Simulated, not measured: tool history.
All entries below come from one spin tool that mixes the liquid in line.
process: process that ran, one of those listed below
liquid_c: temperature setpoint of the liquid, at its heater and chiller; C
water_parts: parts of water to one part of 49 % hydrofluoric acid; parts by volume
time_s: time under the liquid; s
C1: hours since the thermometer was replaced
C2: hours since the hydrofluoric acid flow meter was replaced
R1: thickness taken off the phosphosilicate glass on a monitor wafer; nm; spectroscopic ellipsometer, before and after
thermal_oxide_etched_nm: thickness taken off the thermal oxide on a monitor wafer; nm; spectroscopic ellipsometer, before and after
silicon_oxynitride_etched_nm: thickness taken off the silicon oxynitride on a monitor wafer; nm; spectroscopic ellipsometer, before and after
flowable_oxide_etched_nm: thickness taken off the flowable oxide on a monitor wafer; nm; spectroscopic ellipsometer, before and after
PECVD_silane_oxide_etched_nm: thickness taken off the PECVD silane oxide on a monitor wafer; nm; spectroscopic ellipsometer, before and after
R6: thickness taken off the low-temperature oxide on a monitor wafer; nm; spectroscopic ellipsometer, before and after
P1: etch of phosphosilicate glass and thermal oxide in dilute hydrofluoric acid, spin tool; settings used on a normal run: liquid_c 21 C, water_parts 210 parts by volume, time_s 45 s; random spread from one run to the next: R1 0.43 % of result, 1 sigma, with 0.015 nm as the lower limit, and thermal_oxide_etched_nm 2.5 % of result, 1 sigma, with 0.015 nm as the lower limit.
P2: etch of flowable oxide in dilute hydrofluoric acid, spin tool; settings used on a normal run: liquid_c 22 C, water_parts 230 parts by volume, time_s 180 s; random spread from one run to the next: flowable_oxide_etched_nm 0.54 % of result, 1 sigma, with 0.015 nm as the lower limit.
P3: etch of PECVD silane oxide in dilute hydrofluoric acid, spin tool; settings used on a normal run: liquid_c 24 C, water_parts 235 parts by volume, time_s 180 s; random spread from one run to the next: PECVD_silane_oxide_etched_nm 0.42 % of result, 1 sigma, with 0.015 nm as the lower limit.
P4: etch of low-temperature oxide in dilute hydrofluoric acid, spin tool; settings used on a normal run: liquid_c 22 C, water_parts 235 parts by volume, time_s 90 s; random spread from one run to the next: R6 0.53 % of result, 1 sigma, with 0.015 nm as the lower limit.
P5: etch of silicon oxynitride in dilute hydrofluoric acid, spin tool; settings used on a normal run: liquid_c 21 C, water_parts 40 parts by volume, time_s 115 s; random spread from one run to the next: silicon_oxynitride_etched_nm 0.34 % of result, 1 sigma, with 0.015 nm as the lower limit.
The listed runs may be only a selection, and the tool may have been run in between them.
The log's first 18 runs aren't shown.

Run 19, day 6.958: process P1, liquid_c 28.5 C, water_parts 210 parts by volume, time_s 15 s; C1 892.5; C2 676.2. Result: R1 8.6523 nm, thermal_oxide_etched_nm 0.33356 nm.
Run 20, day 7.254: process P4, liquid_c 22 C, water_parts 235 parts by volume, time_s 90 s; C1 899.6; C2 683.3. Result: R6 7.5087 nm.
Run 21, day 7.733: process P3, liquid_c 24 C, water_parts 235 parts by volume, time_s 180 s; C1 911.1; C2 694.8. Result: PECVD_silane_oxide_etched_nm 12.339 nm.
Run 22, day 7.958: process P2, liquid_c 22 C, water_parts 230 parts by volume, time_s 180 s; C1 916.5; C2 700.2. Result: flowable_oxide_etched_nm 37.275 nm.
Run 23, day 8.4: process P3, liquid_c 18.5 C, water_parts 235 parts by volume, time_s 180 s; C1 927.1; C2 710.8. Result: PECVD_silane_oxide_etched_nm 10.011 nm.
Run 24, day 8.838: process P1, liquid_c 17 C, water_parts 210 parts by volume, time_s 45 s; C1 937.6; C2 721.3. Result: R1 16.735 nm, thermal_oxide_etched_nm 0.65812 nm.
Run 25, day 9.192: process P1, liquid_c 21 C, water_parts 210 parts by volume, time_s 45 s; C1 946.1; C2 729.8. Result: R1 19.721 nm, thermal_oxide_etched_nm 0.75043 nm.
Run 26, day 9.454: process P4, liquid_c 22 C, water_parts 235 parts by volume, time_s 90 s; C1 952.4; C2 736.1. Result: R6 7.5016 nm.
Run 27, day 9.871: process P4, liquid_c 29.5 C, water_parts 235 parts by volume, time_s 90 s; C1 962.4; C2 746.1. Result: R6 9.8372 nm.
Run 28, day 10.325: process P1, liquid_c 21 C, water_parts 210 parts by volume, time_s 45 s; C1 973.3; C2 757. Result: R1 19.811 nm, thermal_oxide_etched_nm 0.78224 nm.
Run 29, day 10.788: process P5, liquid_c 21 C, water_parts 40 parts by volume, time_s 115 s; C1 984.4; C2 768.1. Result: silicon_oxynitride_etched_nm 8.6572 nm.
Run 30, day 11.229: process P1, liquid_c 21 C, water_parts 210 parts by volume, time_s 80 s; C1 995; C2 778.7. Result: R1 35.082 nm, thermal_oxide_etched_nm 1.3805 nm.
Run 31, day 11.729: process P1, liquid_c 17 C, water_parts 210 parts by volume, time_s 20 s; C1 1007; C2 790.7. Result: R1 7.5301 nm, thermal_oxide_etched_nm 0.33083 nm.
Run 32, day 12.1: process P4, liquid_c 22 C, water_parts 235 parts by volume, time_s 170 s; C1 1015.9; C2 799.6. Result: R6 14.216 nm.
Run 33, day 12.333: process P3, liquid_c 24 C, water_parts 235 parts by volume, time_s 180 s; C1 1021.5; C2 805.2. Result: PECVD_silane_oxide_etched_nm 12.248 nm.
Run 34, day 12.646: process P1, liquid_c 21 C, water_parts 210 parts by volume, time_s 45 s; C1 1029; C2 812.7. Result: R1 19.806 nm, thermal_oxide_etched_nm 0.75288 nm.
Run 35, day 13.096: process P1, liquid_c 21 C, water_parts 210 parts by volume, time_s 45 s; C1 1039.8; C2 823.5. Result: R1 19.027 nm, thermal_oxide_etched_nm 0.80101 nm.
Run 36, day 13.6: process P1, liquid_c 21 C, water_parts 210 parts by volume, time_s 45 s; C1 1051.9; C2 835.6. Result: R1 18.994 nm, thermal_oxide_etched_nm 0.71829 nm.
Run 37, day 13.842: process P1, liquid_c 21 C, water_parts 210 parts by volume, time_s 45 s; C1 1057.7; C2 841.4. Result: R1 18.825 nm, thermal_oxide_etched_nm 0.76319 nm.
Run 38, day 14.238: process P1, liquid_c 21 C, water_parts 210 parts by volume, time_s 45 s; C1 1067.2; C2 850.9. Result: R1 18.554 nm, thermal_oxide_etched_nm 0.75859 nm.
Run 39, day 14.621: process P1, liquid_c 21 C, water_parts 210 parts by volume, time_s 45 s; C1 1076.4; C2 860.1. Result: R1 18.678 nm, thermal_oxide_etched_nm 0.76362 nm.
Run 40, day 15.025: process P1, liquid_c 21 C, water_parts 210 parts by volume, time_s 45 s; C1 1086.1; C2 869.8. Result: R1 18.578 nm, thermal_oxide_etched_nm 0.74701 nm.

Predict the results of run 41:
Run 41, day 15.504: process P1, liquid_c 21 C, water_parts 210 parts by volume, time_s 45 s; C1 1097.6; C2 881.3. Result: R1 ?, thermal_oxide_etched_nm ?.

R1: 18.524 nm
thermal_oxide_etched_nm: 0.71139 nm
